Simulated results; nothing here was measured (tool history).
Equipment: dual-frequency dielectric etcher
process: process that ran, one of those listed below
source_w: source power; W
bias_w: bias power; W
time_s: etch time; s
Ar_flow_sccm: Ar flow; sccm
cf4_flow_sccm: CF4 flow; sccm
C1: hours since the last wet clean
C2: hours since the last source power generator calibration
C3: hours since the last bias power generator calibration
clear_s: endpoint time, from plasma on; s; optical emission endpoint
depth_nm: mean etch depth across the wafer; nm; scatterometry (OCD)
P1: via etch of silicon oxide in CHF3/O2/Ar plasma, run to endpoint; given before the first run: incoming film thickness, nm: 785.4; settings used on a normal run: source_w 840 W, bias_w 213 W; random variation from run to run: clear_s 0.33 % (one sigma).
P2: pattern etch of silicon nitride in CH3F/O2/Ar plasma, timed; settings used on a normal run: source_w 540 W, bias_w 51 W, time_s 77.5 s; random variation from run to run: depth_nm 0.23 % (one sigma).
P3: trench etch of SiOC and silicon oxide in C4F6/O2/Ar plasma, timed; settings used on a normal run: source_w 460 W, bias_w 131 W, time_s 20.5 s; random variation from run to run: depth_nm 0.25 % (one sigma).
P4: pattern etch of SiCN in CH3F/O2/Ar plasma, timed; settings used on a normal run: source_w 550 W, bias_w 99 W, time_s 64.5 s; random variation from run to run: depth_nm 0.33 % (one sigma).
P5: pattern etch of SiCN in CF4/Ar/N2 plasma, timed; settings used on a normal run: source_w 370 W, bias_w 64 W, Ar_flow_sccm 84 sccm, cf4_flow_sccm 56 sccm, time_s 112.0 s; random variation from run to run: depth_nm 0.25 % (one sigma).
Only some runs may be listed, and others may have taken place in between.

Run 1, hour 14.1: process P1, source_w 840 W, bias_w 213 W; C1 286.2; C2 955.3; C3 1756.2. Result: clear_s 346.05 s.
Run 2, hour 23.5: process P1, source_w 840 W, bias_w 281 W; C1 295.6; C2 964.7; C3 1765.6. Result: clear_s 312.09 s.
Run 3, hour 33.8: process P2, source_w 540 W, bias_w 51 W, time_s 77.5 s; C1 305.9; C2 975.0; C3 1775.9. Result: depth_nm 54.919 nm.
Run 4, hour 45.9: process P4, source_w 550 W, bias_w 99 W, time_s 94.5 s; C1 318.0; C2 987.1; C3 1788.0. Result: depth_nm 45.206 nm.
Run 5, hour 61.4: process P1, source_w 840 W, bias_w 213 W; C1 333.5; C2 1002.6; C3 1803.5. Result: clear_s 343.58 s.
Run 6, hour 69.5: process P1, source_w 840 W, bias_w 213 W; C1 341.6; C2 1010.7; C3 1811.6. Result: clear_s 344.98 s.
Run 7, hour 86.5: process P3, source_w 650 W, bias_w 131 W, time_s 20.5 s; C1 358.6; C2 1027.7; C3 1828.6. Result: depth_nm 45.492 nm.
At hour 87.0: source power generator calibrated.
Run 8, hour 101.2: process P2, source_w 540 W, bias_w 51 W, time_s 105.5 s; C1 373.3; C2 14.3; C3 1843.3. Result: depth_nm 74.426 nm.
Run 9, hour 111.1: process P5, source_w 250 W, bias_w 64 W, time_s 112.0 s, Ar_flow_sccm 84 sccm, cf4_flow_sccm 56 sccm; C1 383.2; C2 24.2; C3 1853.2. Result: depth_nm 56.005 nm.
Run 10, hour 121.9: process P3, source_w 460 W, bias_w 131 W, time_s 27.5 s; C1 394.0; C2 35.0; C3 1864.0. Result: depth_nm 52.718 nm.
Run 11, hour 139.7: process P4, source_w 550 W, bias_w 99 W, time_s 64.5 s; C1 411.8; C2 52.8; C3 1881.8. Result: depth_nm 30.652 nm.
Run 12, hour 158.1: process P5, source_w 370 W, bias_w 64 W, time_s 112.0 s, Ar_flow_sccm 84 sccm, cf4_flow_sccm 37 sccm; C1 430.2; C2 71.2; C3 1900.2. Result: depth_nm 74.145 nm.
Run 13, hour 169.0: process P1, source_w 840 W, bias_w 137 W; C1 441.1; C2 82.1; C3 1911.1. Result: clear_s 397.69 s.
Run 14, hour 177.7: process P5, source_w 370 W, bias_w 64 W, time_s 112.0 s, Ar_flow_sccm 84 sccm, cf4_flow_sccm 56 sccm; C1 449.8; C2 90.8; C3 1919.8. Result: depth_nm 79.345 nm.
Run 15, hour 192.3: process P4, source_w 550 W, bias_w 73 W, time_s 64.5 s; C1 464.4; C2 105.4; C3 1934.4. Result: depth_nm 27.610 nm.
Run 16, hour 206.5: process P5, source_w 370 W, bias_w 64 W, time_s 167.5 s, Ar_flow_sccm 84 sccm, cf4_flow_sccm 56 sccm; C1 478.6; C2 119.6; C3 1948.6. Result: depth_nm 118.400 nm.
Run 17, hour 216.0: process P3, source_w 460 W, bias_w 131 W, time_s 20.5 s; C1 488.1; C2 129.1; C3 1958.1. Result: depth_nm 39.419 nm.
Run 18, hour 226.3: process P2, source_w 660 W, bias_w 51 W, time_s 77.5 s; C1 498.4; C2 139.4; C3 1968.4. Result: depth_nm 59.395 nm.
Run 19, hour 236.7: process P5, source_w 370 W, bias_w 64 W, time_s 112.0 s, Ar_flow_sccm 61 sccm, cf4_flow_sccm 56 sccm; C1 508.8; C2 149.8; C3 1978.8. Result: depth_nm 82.814 nm.
Run 20, hour 249.7: process P3, source_w 460 W, bias_w 131 W, time_s 20.5 s; C1 521.8; C2 162.8; C3 1991.8. Result: depth_nm 39.583 nm.
Run 21, hour 263.7: process P4, source_w 780 W, bias_w 99 W, time_s 64.5 s; C1 535.8; C2 176.8; C3 2005.8. Result: depth_nm 35.091 nm.
Run 22, hour 275.8: process P1, source_w 840 W, bias_w 213 W; C1 547.9; C2 188.9; C3 2017.9. Result: clear_s 342.59 s.
Run 23, hour 290.2: process P1, source_w 1180 W, bias_w 213 W; C1 562.3; C2 203.3; C3 2032.3. Result: clear_s 302.10 s.
Run 24, hour 304.4: process P2, source_w 540 W, bias_w 51 W, time_s 77.5 s; C1 576.5; C2 217.5; C3 2046.5. Result: depth_nm 54.906 nm.
Run 25, hour 315.5: process P1, source_w 840 W, bias_w 213 W; C1 587.6; C2 228.6; C3 2057.6. Result: clear_s 345.01 s.
Run 26, hour 327.9: process P5, source_w 370 W, bias_w 78 W, time_s 112.0 s, Ar_flow_sccm 84 sccm, cf4_flow_sccm 56 sccm; C1 600.0; C2 241.0; C3 2070.0. Result: depth_nm 84.314 nm.
Run 27, hour 337.9: process P1, source_w 840 W, bias_w 213 W; C1 610.0; C2 251.0; C3 2080.0. Result: clear_s 344.79 s.
Run 28, hour 351.3: process P1, source_w 1010 W, bias_w 254 W; C1 623.4; C2 264.4; C3 2093.4. Result: clear_s 302.74 s.
Run 29, hour 360.1: process P2, source_w 540 W, bias_w 33 W, time_s 77.5 s; C1 632.2; C2 273.2; C3 2102.2. Result: depth_nm 48.393 nm.
Run 30, hour 371.3: process P1, source_w 650 W, bias_w 213 W; C1 643.4; C2 284.4; C3 2113.4. Result: clear_s 379.04 s.
Run 31, hour 383.0: process P1, source_w 840 W, bias_w 213 W; C1 655.1; C2 296.1; C3 2125.1. Result: clear_s 344.08 s.
Run 32, hour 398.3: process P3, source_w 460 W, bias_w 176 W, time_s 20.5 s; C1 670.4; C2 311.4; C3 2140.4. Result: depth_nm 43.090 nm.
Run 33, hour 413.2: process P1, source_w 840 W, bias_w 213 W; C1 685.3; C2 326.3; C3 2155.3. Result: clear_s 344.25 s.
Run 34, hour 431.0: process P1, source_w 840 W, bias_w 213 W; C1 703.1; C2 344.1; C3 2173.1. Result: clear_s 340.27 s.
Run 35, hour 440.6: process P1, source_w 840 W, bias_w 213 W; C1 712.7; C2 353.7; C3 2182.7. Result: clear_s 342.96 s.
Run 36, hour 449.4: process P1, source_w 840 W, bias_w 213 W; C1 721.5; C2 362.5; C3 2191.5. Result: clear_s 340.93 s.
Run 37, hour 467.7: process P1, source_w 840 W, bias_w 213 W; C1 739.8; C2 380.8; C3 2209.8. Result: clear_s 339.15 s.
Run 38, hour 482.5: process P1, source_w 840 W, bias_w 213 W; C1 754.6; C2 395.6; C3 2224.6. Result: clear_s 339.05 s.
At hour 486.9: wet clean of the chamber.
Run 39, hour 491.3: process P1, source_w 840 W, bias_w 213 W; C1 4.5; C2 404.4; C3 2233.4. Result: clear_s 339.53 s.
Run 40, hour 501.9: process P1, source_w 840 W, bias_w 213 W; C1 15.1; C2 415.0; C3 2244.0. Result: clear_s 339.56 s.
Run 41, hour 519.6: process P1, source_w 840 W, bias_w 213 W; C1 32.8; C2 432.7; C3 2261.7. Result: clear_s 339.47 s.
Run 42, hour 537.7: process P1, source_w 840 W, bias_w 213 W; C1 50.9; C2 450.8; C3 2279.8. Result: clear_s 339.22 s.
Run 43, hour 550.9: process P1, source_w 840 W, bias_w 213 W; C1 64.1; C2 464.0; C3 2293.0. Result: clear_s 339.83 s.

Something has made what P1 gives creep away from where it was; the 2 causes below, each at its own stated size, fit the log equally well:
A: bias power that arrives over what is set, % = 4.98
B: source power that arrives over what is set, % = 4.45
Creep in the process output first set in at about hour 413.2.
Every other cause this tool's parts could produce, and why it does not fit the log:
chamber walls in a state that raises the etch rate, %: serviced at hour 486.9, after the change had begun; the process did not return to its earlier output

Of the 4 check runs listed below, each run on one wafer and each result written as a question mark, which would let you distinguish the listed causes because they would give clearly different results?
Run check 1, hour 564.1: process P4, source_w 550 W, bias_w 99 W, time_s 64.5 s. Result: depth_nm ?.
Run check 2, hour 564.1: process P3, source_w 460 W, bias_w 131 W, time_s 20.5 s. Result: depth_nm ?.
Run check 3, hour 564.1: process P2, source_w 540 W, bias_w 51 W, time_s 77.5 s. Result: depth_nm ?.
Run check 4, hour 564.1: process P5, source_w 370 W, bias_w 64 W, time_s 112.0 s, Ar_flow_sccm 84 sccm, cf4_flow_sccm 56 sccm. Result: depth_nm ?.

Check results expected under each cause:
  check    result    if A    if B
check 1  depth_nm  31.400  31.343
check 2  depth_nm  40.022  40.148
check 3  depth_nm  55.724  55.842
check 4  depth_nm  80.430  82.167
Per check, the gap between the least separated pair of causes, taken in the result that splits them most: check 1 0.18 %; check 2 0.32 %; check 3 0.21 %; check 4 2.14 %
Check 4 is the one run that separates the causes; every other check would come out nearly the same whichever cause is at work.

Running check 4 produced the following: depth_nm 80.355 nm. Which one of the listed causes fits?

It is A: bias power that arrives over what is set, %.
